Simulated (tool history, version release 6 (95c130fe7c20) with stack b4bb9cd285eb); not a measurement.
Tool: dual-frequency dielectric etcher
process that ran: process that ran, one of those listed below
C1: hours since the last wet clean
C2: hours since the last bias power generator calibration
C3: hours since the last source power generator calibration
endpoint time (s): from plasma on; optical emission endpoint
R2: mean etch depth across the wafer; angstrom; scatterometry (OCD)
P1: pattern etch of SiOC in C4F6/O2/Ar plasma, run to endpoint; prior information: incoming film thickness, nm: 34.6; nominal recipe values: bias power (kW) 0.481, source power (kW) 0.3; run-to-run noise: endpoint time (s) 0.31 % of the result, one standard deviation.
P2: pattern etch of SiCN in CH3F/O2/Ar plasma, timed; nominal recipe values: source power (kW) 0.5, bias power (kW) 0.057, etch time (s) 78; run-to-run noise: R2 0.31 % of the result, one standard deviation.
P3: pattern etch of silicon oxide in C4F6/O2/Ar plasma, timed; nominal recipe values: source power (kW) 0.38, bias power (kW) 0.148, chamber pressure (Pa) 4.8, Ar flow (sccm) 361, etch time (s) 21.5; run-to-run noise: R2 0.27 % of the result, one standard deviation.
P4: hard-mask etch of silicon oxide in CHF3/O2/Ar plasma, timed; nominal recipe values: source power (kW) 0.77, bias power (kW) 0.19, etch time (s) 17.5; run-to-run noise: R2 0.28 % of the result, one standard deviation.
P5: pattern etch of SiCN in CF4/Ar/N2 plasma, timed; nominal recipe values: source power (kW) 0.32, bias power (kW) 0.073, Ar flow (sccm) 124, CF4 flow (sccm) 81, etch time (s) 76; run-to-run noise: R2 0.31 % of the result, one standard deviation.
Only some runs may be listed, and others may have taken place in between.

run 1 hour=4.1 | process_that_ran=P1 bias_power_(kW)=0.481 source_power_(kW)=0.3 | C1=203.8 C2=2195.5 C3=2652.9 | endpoint_time_(s)=12.769
run 2 hour=8.5 | process_that_ran=P1 bias_power_(kW)=0.384 source_power_(kW)=0.3 | C1=208.2 C2=2199.9 C3=2657.3 | endpoint_time_(s)=13.905
run 3 hour=12.5 | process_that_ran=P3 bias_power_(kW)=0.148 source_power_(kW)=0.38 chamber_pressure_(Pa)=4.8 Ar_flow_(sccm)=361 etch_time_(s)=21.5 | C1=212.2 C2=2203.9 C3=2661.3 | R2=628.33
run 4 hour=15.3 | process_that_ran=P1 bias_power_(kW)=0.481 source_power_(kW)=0.37 | C1=215 C2=2206.7 C3=2664.1 | endpoint_time_(s)=11.809
run 5 hour=18.4 | process_that_ran=P4 bias_power_(kW)=0.19 source_power_(kW)=0.77 etch_time_(s)=22 | C1=218.1 C2=2209.8 C3=2667.2 | R2=491.82
run 6 hour=21.3 | process_that_ran=P5 bias_power_(kW)=0.073 source_power_(kW)=0.32 Ar_flow_(sccm)=93 etch_time_(s)=76 CF4_flow_(sccm)=81 | C1=221 C2=2212.7 C3=2670.1 | R2=503.96
run 7 hour=23.7 | process_that_ran=P1 bias_power_(kW)=0.481 source_power_(kW)=0.23 | C1=223.4 C2=2215.1 C3=2672.5 | endpoint_time_(s)=14.145
run 8 hour=26.2 | process_that_ran=P1 bias_power_(kW)=0.481 source_power_(kW)=0.3 | C1=225.9 C2=2217.6 C3=2675 | endpoint_time_(s)=12.841
run 9 hour=29.4 | process_that_ran=P5 bias_power_(kW)=0.073 source_power_(kW)=0.2 Ar_flow_(sccm)=124 etch_time_(s)=76 CF4_flow_(sccm)=81 | C1=229.1 C2=2220.8 C3=2678.2 | R2=322.02
run 10 hour=34.2 | process_that_ran=P2 bias_power_(kW)=0.057 source_power_(kW)=0.5 etch_time_(s)=58 | C1=233.9 C2=2225.6 C3=2683 | R2=222.3
run 11 hour=38.3 | process_that_ran=P2 bias_power_(kW)=0.057 source_power_(kW)=0.5 etch_time_(s)=78 | C1=238 C2=2229.7 C3=2687.1 | R2=298.72
run 12 hour=42.3 | process_that_ran=P5 bias_power_(kW)=0.073 source_power_(kW)=0.32 Ar_flow_(sccm)=124 etch_time_(s)=76 CF4_flow_(sccm)=52 | C1=242 C2=2233.7 C3=2691.1 | R2=454.84
run 13 hour=46.7 | process_that_ran=P1 bias_power_(kW)=0.481 source_power_(kW)=0.3 | C1=246.4 C2=2238.1 C3=2695.5 | endpoint_time_(s)=12.815
run 14 hour=51.7 | process_that_ran=P1 bias_power_(kW)=0.481 source_power_(kW)=0.3 | C1=251.4 C2=2243.1 C3=2700.5 | endpoint_time_(s)=12.751
run 15 hour=56 | process_that_ran=P1 bias_power_(kW)=0.481 source_power_(kW)=0.3 | C1=255.7 C2=2247.4 C3=2704.8 | endpoint_time_(s)=12.817
run 16 hour=60.8 | process_that_ran=P2 bias_power_(kW)=0.057 source_power_(kW)=0.33 etch_time_(s)=78 | C1=260.5 C2=2252.2 C3=2709.6 | R2=254.81
run 17 hour=63.3 | process_that_ran=P3 bias_power_(kW)=0.148 source_power_(kW)=0.38 chamber_pressure_(Pa)=4.8 Ar_flow_(sccm)=483 etch_time_(s)=21.5 | C1=263 C2=2254.7 C3=2712.1 | R2=607.47
run 18 hour=66.4 | process_that_ran=P1 bias_power_(kW)=0.625 source_power_(kW)=0.3 | C1=266.1 C2=2257.8 C3=2715.2 | endpoint_time_(s)=11.548
run 19 hour=69.3 | process_that_ran=P1 bias_power_(kW)=0.481 source_power_(kW)=0.3 | C1=269 C2=2260.7 C3=2718.1 | endpoint_time_(s)=12.823
-- hour=71.6 wet clean of the chamber
run 20 hour=73.1 | process_that_ran=P2 bias_power_(kW)=0.072 source_power_(kW)=0.5 etch_time_(s)=78 | C1=1.6 C2=2264.5 C3=2721.9 | R2=322.31
run 21 hour=77.4 | process_that_ran=P5 bias_power_(kW)=0.045 source_power_(kW)=0.32 Ar_flow_(sccm)=124 etch_time_(s)=76 CF4_flow_(sccm)=81 | C1=5.9 C2=2268.8 C3=2726.2 | R2=410.22
run 22 hour=80.5 | process_that_ran=P2 bias_power_(kW)=0.057 source_power_(kW)=0.5 etch_time_(s)=78 | C1=9 C2=2271.9 C3=2729.3 | R2=298.13
run 23 hour=84.4 | process_that_ran=P3 bias_power_(kW)=0.148 source_power_(kW)=0.21 chamber_pressure_(Pa)=4.8 Ar_flow_(sccm)=361 etch_time_(s)=21.5 | C1=12.9 C2=2275.8 C3=2733.2 | R2=497.59
run 24 hour=86.8 | process_that_ran=P5 bias_power_(kW)=0.073 source_power_(kW)=0.32 Ar_flow_(sccm)=124 etch_time_(s)=111.5 CF4_flow_(sccm)=81 | C1=15.3 C2=2278.2 C3=2735.6 | R2=714.46
run 25 hour=90 | process_that_ran=P4 bias_power_(kW)=0.19 source_power_(kW)=0.54 etch_time_(s)=17.5 | C1=18.5 C2=2281.4 C3=2738.8 | R2=341.5
run 26 hour=94.2 | process_that_ran=P1 bias_power_(kW)=0.369 source_power_(kW)=0.25 | C1=22.7 C2=2285.6 C3=2743 | endpoint_time_(s)=15.169
run 27 hour=97.3 | process_that_ran=P4 bias_power_(kW)=0.19 source_power_(kW)=0.77 etch_time_(s)=17.5 | C1=25.8 C2=2288.7 C3=2746.1 | R2=391.17
run 28 hour=102.4 | process_that_ran=P5 bias_power_(kW)=0.073 source_power_(kW)=0.32 Ar_flow_(sccm)=124 etch_time_(s)=76 CF4_flow_(sccm)=81 | C1=30.9 C2=2293.8 C3=2751.2 | R2=484.26
run 29 hour=105.3 | process_that_ran=P3 bias_power_(kW)=0.148 source_power_(kW)=0.38 chamber_pressure_(Pa)=4.8 Ar_flow_(sccm)=361 etch_time_(s)=21.5 | C1=33.8 C2=2296.7 C3=2754.1 | R2=630.05
-- hour=108.9 source power generator calibrated
run 30 hour=110.4 | process_that_ran=P3 bias_power_(kW)=0.209 source_power_(kW)=0.38 chamber_pressure_(Pa)=4.8 Ar_flow_(sccm)=361 etch_time_(s)=21.5 | C1=38.9 C2=2301.8 C3=1.5 | R2=702.28
run 31 hour=113.1 | process_that_ran=P3 bias_power_(kW)=0.148 source_power_(kW)=0.38 chamber_pressure_(Pa)=4.8 Ar_flow_(sccm)=361 etch_time_(s)=27.5 | C1=41.6 C2=2304.5 C3=4.2 | R2=802.01
run 32 hour=117.6 | process_that_ran=P4 bias_power_(kW)=0.122 source_power_(kW)=0.77 etch_time_(s)=17.5 | C1=46.1 C2=2309 C3=8.7 | R2=338.05
run 33 hour=121.3 | process_that_ran=P5 bias_power_(kW)=0.073 source_power_(kW)=0.32 Ar_flow_(sccm)=124 etch_time_(s)=76 CF4_flow_(sccm)=81 | C1=49.8 C2=2312.7 C3=12.4 | R2=485.26
run 34 hour=124.6 | process_that_ran=P3 bias_power_(kW)=0.148 source_power_(kW)=0.38 chamber_pressure_(Pa)=6.73 Ar_flow_(sccm)=361 etch_time_(s)=21.5 | C1=53.1 C2=2316 C3=15.7 | R2=599.97
run 35 hour=128.3 | process_that_ran=P1 bias_power_(kW)=0.481 source_power_(kW)=0.3 | C1=56.8 C2=2319.7 C3=19.4 | endpoint_time_(s)=12.762
run 36 hour=132.3 | process_that_ran=P1 bias_power_(kW)=0.481 source_power_(kW)=0.3 | C1=60.8 C2=2323.7 C3=23.4 | endpoint_time_(s)=12.811
run 37 hour=134.9 | process_that_ran=P1 bias_power_(kW)=0.481 source_power_(kW)=0.3 | C1=63.4 C2=2326.3 C3=26 | endpoint_time_(s)=12.802
run 38 hour=138 | process_that_ran=P1 bias_power_(kW)=0.481 source_power_(kW)=0.3 | C1=66.5 C2=2329.4 C3=29.1 | endpoint_time_(s)=12.854
run 39 hour=140.9 | process_that_ran=P1 bias_power_(kW)=0.481 source_power_(kW)=0.3 | C1=69.4 C2=2332.3 C3=32 | endpoint_time_(s)=12.934
run 40 hour=145.5 | process_that_ran=P1 bias_power_(kW)=0.481 source_power_(kW)=0.3 | C1=74 C2=2336.9 C3=36.6 | endpoint_time_(s)=12.989
run 41 hour=149.2 | process_that_ran=P1 bias_power_(kW)=0.481 source_power_(kW)=0.3 | C1=77.7 C2=2340.6 C3=40.3 | endpoint_time_(s)=12.99
run 42 hour=154.2 | process_that_ran=P1 bias_power_(kW)=0.481 source_power_(kW)=0.3 | C1=82.7 C2=2345.6 C3=45.3 | endpoint_time_(s)=12.996
run 43 hour=157.2 | process_that_ran=P1 bias_power_(kW)=0.481 source_power_(kW)=0.3 | C1=85.7 C2=2348.6 C3=48.3 | endpoint_time_(s)=13.014
-- hour=159.3 wet clean of the chamber
run 44 hour=160.2 | process_that_ran=P1 bias_power_(kW)=0.481 source_power_(kW)=0.3 | C1=0.9 C2=2351.6 C3=51.3 | endpoint_time_(s)=12.987
run 45 hour=163.4 | process_that_ran=P1 bias_power_(kW)=0.481 source_power_(kW)=0.3 | C1=4.1 C2=2354.8 C3=54.5 | endpoint_time_(s)=12.942
run 46 hour=165.8 | process_that_ran=P1 bias_power_(kW)=0.481 source_power_(kW)=0.3 | C1=6.5 C2=2357.2 C3=56.9 | endpoint_time_(s)=13.021
run 47 hour=170.5 | process_that_ran=P1 bias_power_(kW)=0.481 source_power_(kW)=0.3 | C1=11.2 C2=2361.9 C3=61.6 | endpoint_time_(s)=13.039

What P1 gives has crept off from where it sat before. The 2 causes that follow fit the log equally well, each at the size noted:
A: source power that arrives under what is set, % = 4.79
B: bias power that arrives under what is set, % = 4.7
The process output started creeping at around hour 132.3.
Excluded causes, each with its reason:
chamber walls in a state that lowers the etch rate, %: serviced at hour 159.3, after the drift had started, without restoring the earlier output

The check runs listed below each take one wafer, and their results are still question marks. Under which run would the listed causes lead to clearly different results?
run check 1 hour=175.2 | process_that_ran=P3 bias_power_(kW)=0.202 source_power_(kW)=0.38 chamber_pressure_(Pa)=4.8 Ar_flow_(sccm)=480 etch_time_(s)=21.5 | R2=?
run check 2 hour=175.2 | process_that_ran=P2 bias_power_(kW)=0.069 source_power_(kW)=0.34 etch_time_(s)=78 | R2=?
run check 3 hour=175.2 | process_that_ran=P5 bias_power_(kW)=0.073 source_power_(kW)=0.32 Ar_flow_(sccm)=124 etch_time_(s)=76 CF4_flow_(sccm)=57 | R2=?
run check 4 hour=175.2 | process_that_ran=P4 bias_power_(kW)=0.122 source_power_(kW)=0.59 etch_time_(s)=17.5 | R2=?

Check results expected under each cause:
check=check_1 result=R2 if_A=657.93 if_B=660.16
check=check_2 result=R2 if_A=270 if_B=270.39
check=check_3 result=R2 if_A=441.53 if_B=452.43
check=check_4 result=R2 if_A=299.22 if_B=300.54
Separation of the two closest causes in each check, using whichever result separates them best: check 1 0.34 %; check 2 0.14 %; check 3 2.44 %; check 4 0.44 %
Check 3 distinguishes between the causes, while the remaining checks would return nearly the same result for all of them.

After running check 3, the following was obtained: R2 441.41 angstrom. Which cause does this point to?

It was cause A: source power that arrives under what is set, %.
